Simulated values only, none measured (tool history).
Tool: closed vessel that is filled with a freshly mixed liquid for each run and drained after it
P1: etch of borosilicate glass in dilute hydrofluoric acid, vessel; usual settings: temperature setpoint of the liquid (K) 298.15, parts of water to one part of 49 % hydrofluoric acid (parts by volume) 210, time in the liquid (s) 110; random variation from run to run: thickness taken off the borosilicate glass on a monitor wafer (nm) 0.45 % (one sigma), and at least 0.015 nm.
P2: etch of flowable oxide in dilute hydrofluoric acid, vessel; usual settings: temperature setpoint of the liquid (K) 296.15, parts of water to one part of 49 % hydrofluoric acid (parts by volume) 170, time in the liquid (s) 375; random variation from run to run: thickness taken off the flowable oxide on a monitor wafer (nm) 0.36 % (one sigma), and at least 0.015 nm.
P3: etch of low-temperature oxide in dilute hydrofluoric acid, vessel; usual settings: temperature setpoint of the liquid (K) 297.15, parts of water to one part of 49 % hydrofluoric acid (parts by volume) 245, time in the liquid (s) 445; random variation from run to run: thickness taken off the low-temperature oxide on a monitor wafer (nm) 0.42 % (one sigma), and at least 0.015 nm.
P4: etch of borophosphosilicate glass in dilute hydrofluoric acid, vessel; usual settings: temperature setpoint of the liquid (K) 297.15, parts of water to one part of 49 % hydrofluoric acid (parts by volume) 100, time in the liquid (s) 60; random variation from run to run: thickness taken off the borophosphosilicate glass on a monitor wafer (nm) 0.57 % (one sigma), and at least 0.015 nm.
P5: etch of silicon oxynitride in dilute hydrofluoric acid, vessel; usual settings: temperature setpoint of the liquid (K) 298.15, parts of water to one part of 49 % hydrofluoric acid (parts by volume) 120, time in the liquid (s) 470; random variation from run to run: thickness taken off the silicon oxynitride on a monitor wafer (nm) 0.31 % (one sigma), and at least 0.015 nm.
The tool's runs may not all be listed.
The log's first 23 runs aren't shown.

run	hour	process that ran	temperature setpoint of the liquid (K)	parts of water to one part of 49 % hydrofluoric acid (parts by volume)	time in the liquid (s)	thickness taken off the borosilicate glass on a monitor wafer (nm)	thickness taken off the flowable oxide on a monitor wafer (nm)	thickness taken off the low-temperature oxide on a monitor wafer (nm)	thickness taken off the borophosphosilicate glass on a monitor wafer (nm)	thickness taken off the silicon oxynitride on a monitor wafer (nm)
24	132.7	P4	297.15	100	30				21.819	
25	139.2	P4	297.15	180	60				22.295	
26	145.4	P1	298.15	340	110	7.2027				
27	152.0	P5	298.15	120	470					12.071
28	158.0	P1	305.65	360	110	8.3399				
29	164.4	P5	298.15	25	470					62.759
30	167.9	P2	296.15	170	630		101.170			
31	171.4	P1	304.65	75	110	55.9050				
32	176.5	P1	298.15	210	110	13.3830				
33	182.9	P1	298.15	210	110	13.8040				
34	187.0	P1	298.15	210	110	13.9320				
35	191.7	P1	298.15	210	110	14.1480				
36	196.3	P1	298.15	210	110	14.1130				
37	202.8	P1	298.15	210	110	14.3460				

The next listed run, before its measurement:
38	207.3	P1	298.15	210	110	?				

Run 38 gave thickness taken off the borosilicate glass on a monitor wafer (nm) 14.2770.
